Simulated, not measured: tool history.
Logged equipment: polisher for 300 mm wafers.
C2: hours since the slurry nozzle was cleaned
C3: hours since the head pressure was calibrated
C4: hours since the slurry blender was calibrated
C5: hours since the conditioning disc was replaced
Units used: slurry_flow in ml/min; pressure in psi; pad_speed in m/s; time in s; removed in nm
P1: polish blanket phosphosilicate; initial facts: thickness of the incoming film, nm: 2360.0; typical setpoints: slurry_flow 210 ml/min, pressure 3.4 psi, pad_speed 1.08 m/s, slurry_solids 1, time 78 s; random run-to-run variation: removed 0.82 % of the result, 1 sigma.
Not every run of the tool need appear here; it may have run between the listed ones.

{"run": 1, "hour": 3.4, "slurry_flow": 210, "pressure": 3.4, "pad_speed": 1.08, "slurry_solids": 1, "time": 78, "wafers polished on this pad": 588, "C2": 96.1, "C3": 399, "C4": 126.1, "C5": 333.8, "removed": 646.27}
{"run": 2, "hour": 9.2, "slurry_flow": 210, "pressure": 3.4, "pad_speed": 0.48, "slurry_solids": 1, "time": 78, "wafers polished on this pad": 622, "C2": 101.9, "C3": 404.8, "C4": 131.9, "C5": 339.6, "removed": 338.57}
{"run": 3, "hour": 14.7, "slurry_flow": 125, "pressure": 3.4, "pad_speed": 1.08, "slurry_solids": 1, "time": 78, "wafers polished on this pad": 654, "C2": 107.4, "C3": 410.3, "C4": 137.4, "C5": 345.1, "removed": 593.95}
{"run": 4, "hour": 18.5, "slurry_flow": 210, "pressure": 3.4, "pad_speed": 1.08, "slurry_solids": 0.7, "time": 78, "wafers polished on this pad": 676, "C2": 111.2, "C3": 414.1, "C4": 141.2, "C5": 348.9, "removed": 543.59}
{"run": 5, "hour": 21.8, "slurry_flow": 210, "pressure": 4.4, "pad_speed": 1.08, "slurry_solids": 1, "time": 78, "wafers polished on this pad": 695, "C2": 114.5, "C3": 417.4, "C4": 144.5, "C5": 352.2, "removed": 845.46}
{"run": 6, "hour": 25.4, "slurry_flow": 210, "pressure": 3.4, "pad_speed": 1.08, "slurry_solids": 1, "time": 78, "wafers polished on this pad": 716, "C2": 118.1, "C3": 421, "C4": 148.1, "C5": 355.8, "removed": 648.19}
{"run": 7, "hour": 29.4, "slurry_flow": 210, "pressure": 1.5, "pad_speed": 1.08, "slurry_solids": 1, "time": 78, "wafers polished on this pad": 740, "C2": 122.1, "C3": 425, "C4": 152.1, "C5": 359.8, "removed": 284.49}
{"run": 8, "hour": 35.6, "slurry_flow": 210, "pressure": 3.4, "pad_speed": 1.08, "slurry_solids": 1, "time": 78, "wafers polished on this pad": 776, "C2": 128.3, "C3": 431.2, "C4": 158.3, "C5": 366, "removed": 650.5}
{"run": 9, "hour": 41.6, "slurry_flow": 330, "pressure": 3.4, "pad_speed": 1.08, "slurry_solids": 1, "time": 78, "wafers polished on this pad": 810, "C2": 134.3, "C3": 437.2, "C4": 164.3, "C5": 372, "removed": 680.79}
{"run": 10, "hour": 46.5, "slurry_flow": 210, "pressure": 3.4, "pad_speed": 1.64, "slurry_solids": 1, "time": 78, "wafers polished on this pad": 839, "C2": 139.2, "C3": 442.1, "C4": 169.2, "C5": 376.9, "removed": 915.72}
{"run": 11, "hour": 51.4, "slurry_flow": 210, "pressure": 3.4, "pad_speed": 1.08, "slurry_solids": 1, "time": 78, "wafers polished on this pad": 867, "C2": 144.1, "C3": 447, "C4": 174.1, "C5": 381.8, "removed": 646.21}
{"run": 12, "hour": 55.5, "slurry_flow": 210, "pressure": 3.4, "pad_speed": 1.08, "slurry_solids": 1, "time": 78, "wafers polished on this pad": 891, "C2": 148.2, "C3": 451.1, "C4": 178.2, "C5": 385.9, "removed": 651.04}
{"hour": 56.2, "done": "slurry blender recalibrated"}
{"run": 13, "hour": 60.1, "slurry_flow": 210, "pressure": 3.4, "pad_speed": 1.08, "slurry_solids": 1, "time": 35, "wafers polished on this pad": 918, "C2": 152.8, "C3": 455.7, "C4": 3.9, "C5": 390.5, "removed": 292.39}
{"run": 14, "hour": 63.5, "slurry_flow": 210, "pressure": 3.4, "pad_speed": 1.08, "slurry_solids": 1, "time": 120, "wafers polished on this pad": 938, "C2": 156.2, "C3": 459.1, "C4": 7.3, "C5": 393.9, "removed": 1003.6}
{"run": 15, "hour": 68.7, "slurry_flow": 210, "pressure": 4.2, "pad_speed": 1.08, "slurry_solids": 0.65, "time": 78, "wafers polished on this pad": 968, "C2": 161.4, "C3": 464.3, "C4": 12.5, "C5": 399.1, "removed": 657.17}
{"run": 16, "hour": 74.0, "slurry_flow": 210, "pressure": 3.4, "pad_speed": 1.08, "slurry_solids": 1, "time": 78, "wafers polished on this pad": 999, "C2": 166.7, "C3": 469.6, "C4": 17.8, "C5": 404.4, "removed": 645.28}
{"run": 17, "hour": 78.2, "slurry_flow": 210, "pressure": 3.4, "pad_speed": 1.08, "slurry_solids": 1.45, "time": 78, "wafers polished on this pad": 1023, "C2": 170.9, "C3": 473.8, "C4": 22, "C5": 408.6, "removed": 766.78}
{"run": 18, "hour": 82.5, "slurry_flow": 210, "pressure": 3.4, "pad_speed": 1.08, "slurry_solids": 1, "time": 78, "wafers polished on this pad": 1048, "C2": 175.2, "C3": 478.1, "C4": 26.3, "C5": 412.9, "removed": 645.39}
{"run": 19, "hour": 87.1, "slurry_flow": 210, "pressure": 3.4, "pad_speed": 1.08, "slurry_solids": 1, "time": 78, "wafers polished on this pad": 1075, "C2": 179.8, "C3": 482.7, "C4": 30.9, "C5": 417.5, "removed": 626.74}
{"run": 20, "hour": 91.9, "slurry_flow": 210, "pressure": 3.4, "pad_speed": 1.08, "slurry_solids": 1, "time": 78, "wafers polished on this pad": 1103, "C2": 184.6, "C3": 487.5, "C4": 35.7, "C5": 422.3, "removed": 611.05}
{"run": 21, "hour": 97.1, "slurry_flow": 210, "pressure": 3.4, "pad_speed": 1.08, "slurry_solids": 1, "time": 78, "wafers polished on this pad": 1133, "C2": 189.8, "C3": 492.7, "C4": 40.9, "C5": 427.5, "removed": 617.13}
{"hour": 97.8, "done": "slurry blender recalibrated"}
{"run": 22, "hour": 102.5, "slurry_flow": 210, "pressure": 3.4, "pad_speed": 1.08, "slurry_solids": 1, "time": 78, "wafers polished on this pad": 1164, "C2": 195.2, "C3": 498.1, "C4": 4.7, "C5": 432.9, "removed": 601.27}
{"hour": 104.9, "done": "worn pad replaced by a new one"}
{"run": 23, "hour": 105.5, "slurry_flow": 210, "pressure": 3.4, "pad_speed": 1.08, "slurry_solids": 1, "time": 78, "wafers polished on this pad": 4, "C2": 198.2, "C3": 501.1, "C4": 7.7, "C5": 435.9, "removed": 605.54}
{"hour": 106.8, "done": "conditioning disc replaced and pad reconditioned"}
{"run": 24, "hour": 110.3, "slurry_flow": 210, "pressure": 3.4, "pad_speed": 1.08, "slurry_solids": 1, "time": 78, "wafers polished on this pad": 31, "C2": 203, "C3": 505.9, "C4": 12.5, "C5": 3.6, "removed": 614.91}
{"run": 25, "hour": 115.6, "slurry_flow": 210, "pressure": 3.4, "pad_speed": 1.08, "slurry_solids": 1, "time": 78, "wafers polished on this pad": 62, "C2": 208.3, "C3": 511.2, "C4": 17.8, "C5": 8.9, "removed": 598.27}

P1 no longer gives what it gave before; its output has crept away from where it was. The following 2 causes, each at its listed size, fit the log equally well:
A: head's pressure below its setpoint, % = 7.81
B: slurry flow missing at the pad, % = 39.7
Creep in the process output first set in at about hour 82.5.
Every other cause this tool's parts could produce, and why it does not fit the log:
removal rate lost through wear of the pad, %: work on it at hour 104.9, done after the drift set in, did not restore what the process gave before
abrasive missing from the slurry, %: work on it at hour 97.8, done after the drift set in, did not restore what the process gave before
time polished since the conditioner stopped cutting, s: work on it at hour 106.8, done after the drift set in, did not restore what the process gave before

Of the 4 check runs below, each run on 2 wafers with the results averaged and each result still a question mark, which one would tell the listed causes apart?
{"run": "check 1", "hour": 120.9, "slurry_flow": 210, "pressure": 4.3, "pad_speed": 0.82, "slurry_solids": 1, "time": 78, "removed": "?"}
{"run": "check 2", "hour": 120.9, "slurry_flow": 210, "pressure": 3.4, "pad_speed": 1.54, "slurry_solids": 1, "time": 78, "removed": "?"}
{"run": "check 3", "hour": 120.9, "slurry_flow": 210, "pressure": 3.4, "pad_speed": 1.48, "slurry_solids": 1, "time": 39, "removed": "?"}
{"run": "check 4", "hour": 120.9, "slurry_flow": 125, "pressure": 3.4, "pad_speed": 1.08, "slurry_solids": 1, "time": 36, "removed": "?"}

Expected result of each check under each candidate cause:
check=check_1 result=removed if_A=608.62 if_B=608.59
check=check_2 result=removed if_A=796.75 if_B=796.71
check=check_3 result=removed if_A=385.91 if_B=385.89
check=check_4 result=removed if_A=254.55 if_B=242.45
Distance between the nearest two causes, measured in the result of the check that separates them most: check 1 0.01 %; check 2 0.01 %; check 3 0.01 %; check 4 4.87 %
Only check 4 tells the causes apart: in the others they would give nearly the same result.

Here is what check 4 returned: removed 255.4 nm. Which cause is it?

The correct cause is A, namely: head's pressure below its setpoint, %.
